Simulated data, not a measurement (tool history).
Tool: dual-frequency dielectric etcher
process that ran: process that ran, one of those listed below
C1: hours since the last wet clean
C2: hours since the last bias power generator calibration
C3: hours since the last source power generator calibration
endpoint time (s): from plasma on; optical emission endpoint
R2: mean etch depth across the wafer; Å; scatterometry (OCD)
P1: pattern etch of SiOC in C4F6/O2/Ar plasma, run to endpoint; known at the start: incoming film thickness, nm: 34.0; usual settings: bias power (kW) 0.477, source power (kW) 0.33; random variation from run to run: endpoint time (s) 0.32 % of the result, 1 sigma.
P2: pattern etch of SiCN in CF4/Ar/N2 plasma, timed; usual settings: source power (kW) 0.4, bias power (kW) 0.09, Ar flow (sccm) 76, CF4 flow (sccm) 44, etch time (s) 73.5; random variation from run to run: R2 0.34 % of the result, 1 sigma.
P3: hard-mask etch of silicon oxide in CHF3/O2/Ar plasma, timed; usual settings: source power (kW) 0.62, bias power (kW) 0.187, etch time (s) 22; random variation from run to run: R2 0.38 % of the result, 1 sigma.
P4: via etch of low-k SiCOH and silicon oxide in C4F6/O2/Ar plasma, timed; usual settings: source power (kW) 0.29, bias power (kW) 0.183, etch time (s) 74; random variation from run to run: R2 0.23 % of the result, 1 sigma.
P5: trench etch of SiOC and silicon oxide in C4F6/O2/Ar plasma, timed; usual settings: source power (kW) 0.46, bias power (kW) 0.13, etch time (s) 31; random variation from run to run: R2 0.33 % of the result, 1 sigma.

Run 1, day 0.279: process that ran P1, bias power (kW) 0.477, source power (kW) 0.33; C1 94.3; C2 884.8; C3 1121.9. Result: endpoint time (s) 12.609.
Run 2, day 0.408: process that ran P3, bias power (kW) 0.142, source power (kW) 0.62, etch time (s) 22; C1 97.4; C2 887.9; C3 1125. Result: R2 392.73 Å.
Run 3, day 0.575: process that ran P3, bias power (kW) 0.187, source power (kW) 0.41, etch time (s) 22; C1 101.4; C2 891.9; C3 1129. Result: R2 371.04 Å.
Run 4, day 0.792: process that ran P1, bias power (kW) 0.592, source power (kW) 0.22; C1 106.6; C2 897.1; C3 1134.2. Result: endpoint time (s) 13.354.
Run 5, day 1.058: process that ran P1, bias power (kW) 0.477, source power (kW) 0.33; C1 113; C2 903.5; C3 1140.6. Result: endpoint time (s) 12.616.
Run 6, day 1.204: process that ran P2, bias power (kW) 0.09, source power (kW) 0.4, etch time (s) 105.5, Ar flow (sccm) 76, CF4 flow (sccm) 44; C1 116.5; C2 907; C3 1144.1. Result: R2 869.36 Å.
Run 7, day 1.454: process that ran P2, bias power (kW) 0.09, source power (kW) 0.4, etch time (s) 73.5, Ar flow (sccm) 92, CF4 flow (sccm) 44; C1 122.5; C2 913; C3 1150.1. Result: R2 592.55 Å.
Run 8, day 1.75: process that ran P3, bias power (kW) 0.187, source power (kW) 0.62, etch time (s) 32.5; C1 129.6; C2 920.1; C3 1157.2. Result: R2 642.89 Å.
Run 9, day 1.896: process that ran P4, bias power (kW) 0.183, source power (kW) 0.29, etch time (s) 74; C1 133.1; C2 923.6; C3 1160.7. Result: R2 1848.3 Å.
Run 10, day 2.033: process that ran P1, bias power (kW) 0.477, source power (kW) 0.33; C1 136.4; C2 926.9; C3 1164. Result: endpoint time (s) 12.54.
Run 11, day 2.242: process that ran P1, bias power (kW) 0.477, source power (kW) 0.25; C1 141.4; C2 931.9; C3 1169. Result: endpoint time (s) 13.864.
Run 12, day 2.442: process that ran P1, bias power (kW) 0.309, source power (kW) 0.33; C1 146.2; C2 936.7; C3 1173.8. Result: endpoint time (s) 14.805.
Run 13, day 2.717: process that ran P1, bias power (kW) 0.477, source power (kW) 0.33; C1 152.8; C2 943.3; C3 1180.4. Result: endpoint time (s) 12.563.
Run 14, day 2.975: process that ran P4, bias power (kW) 0.258, source power (kW) 0.29, etch time (s) 74; C1 159; C2 949.5; C3 1186.6. Result: R2 2071.4 Å.
Run 15, day 3.204: process that ran P2, bias power (kW) 0.09, source power (kW) 0.56, etch time (s) 73.5, Ar flow (sccm) 76, CF4 flow (sccm) 44; C1 164.5; C2 955; C3 1192.1. Result: R2 811.06 Å.
Run 16, day 3.475: process that ran P1, bias power (kW) 0.477, source power (kW) 0.46; C1 171; C2 961.5; C3 1198.6. Result: endpoint time (s) 11.102.
Run 17, day 3.671: process that ran P5, bias power (kW) 0.13, source power (kW) 0.46, etch time (s) 45; C1 175.7; C2 966.2; C3 1203.3. Result: R2 864.64 Å.
Run 18, day 3.933: process that ran P5, bias power (kW) 0.169, source power (kW) 0.46, etch time (s) 31; C1 182; C2 972.5; C3 1209.6. Result: R2 642.75 Å.

Run 19 comes next. What will it give?
Run 19, day 4.075: process that ran P2, bias power (kW) 0.127, source power (kW) 0.4, etch time (s) 73.5, Ar flow (sccm) 76, CF4 flow (sccm) 44; C1 185.4; C2 975.9; C3 1213. Result: R2 ?.

Run 19 gave R2 696.94 Å.

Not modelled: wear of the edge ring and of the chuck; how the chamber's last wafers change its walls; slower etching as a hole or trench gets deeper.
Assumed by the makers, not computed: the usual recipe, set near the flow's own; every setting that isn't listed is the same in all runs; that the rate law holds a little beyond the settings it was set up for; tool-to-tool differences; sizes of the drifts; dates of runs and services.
